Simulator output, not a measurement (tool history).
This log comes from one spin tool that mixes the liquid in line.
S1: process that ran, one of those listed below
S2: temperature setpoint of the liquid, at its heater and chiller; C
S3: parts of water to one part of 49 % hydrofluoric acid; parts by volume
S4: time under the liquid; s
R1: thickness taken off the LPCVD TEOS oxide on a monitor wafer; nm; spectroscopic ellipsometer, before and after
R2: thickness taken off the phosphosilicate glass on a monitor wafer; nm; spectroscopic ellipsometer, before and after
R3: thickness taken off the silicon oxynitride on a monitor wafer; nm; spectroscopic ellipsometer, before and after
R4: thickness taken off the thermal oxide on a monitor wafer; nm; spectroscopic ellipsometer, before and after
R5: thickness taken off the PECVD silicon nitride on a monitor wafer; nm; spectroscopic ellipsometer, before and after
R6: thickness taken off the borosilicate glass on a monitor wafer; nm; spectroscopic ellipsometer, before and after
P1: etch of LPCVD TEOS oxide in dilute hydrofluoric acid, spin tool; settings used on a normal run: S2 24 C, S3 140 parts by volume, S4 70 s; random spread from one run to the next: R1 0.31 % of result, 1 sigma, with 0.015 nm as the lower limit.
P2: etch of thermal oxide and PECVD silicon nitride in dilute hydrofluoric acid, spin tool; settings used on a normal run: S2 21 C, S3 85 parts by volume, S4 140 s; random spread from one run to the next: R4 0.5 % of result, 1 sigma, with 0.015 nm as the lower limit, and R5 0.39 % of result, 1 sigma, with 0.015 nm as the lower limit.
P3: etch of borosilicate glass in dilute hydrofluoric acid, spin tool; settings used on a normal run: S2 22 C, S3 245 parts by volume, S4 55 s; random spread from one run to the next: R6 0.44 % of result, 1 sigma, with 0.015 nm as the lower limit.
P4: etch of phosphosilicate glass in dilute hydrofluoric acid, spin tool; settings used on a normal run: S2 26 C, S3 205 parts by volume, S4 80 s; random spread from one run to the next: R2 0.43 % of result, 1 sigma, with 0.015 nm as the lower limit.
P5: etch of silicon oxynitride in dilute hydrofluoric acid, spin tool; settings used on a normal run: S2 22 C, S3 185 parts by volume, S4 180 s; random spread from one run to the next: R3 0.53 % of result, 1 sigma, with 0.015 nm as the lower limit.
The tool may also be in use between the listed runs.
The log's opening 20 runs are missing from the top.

run   hour  S1    S2   S3   S4      R1  R2      R3      R4      R5      R6
 21    214  P5    22  185  355              7.8443
 22  225.3  P3  27.5  245   55                                      6.4133
 23  231.6  P3    22  245   55                                      5.2332
 24  241.2  P2    21   85  255                      12.793   10.29
 25  250.6  P1    24  140  110  18.665
 26  262.3  P1  20.5  140   70  10.339
 27    271  P3    22  125   55                                      11.705
 28  277.9  P3    22  245   55                                      5.3009
 29  287.3  P2    21   85  140                      6.9577  5.6532
 30  295.9  P5    22  305  180               2.213
 31  307.6  P2    21   85  140                      6.9917  5.6797
 32  319.4  P1    24  140   70  11.854
 33  326.6  P1    24  140   70  12.181
 34  335.2  P1    24  140   70  12.409
 35  344.3  P1    24  140   70  12.595

What does the tool deliver on the next run?
 36  355.3  P1  24  140  70   ?

Run 36 gave R1 12.675 nm.
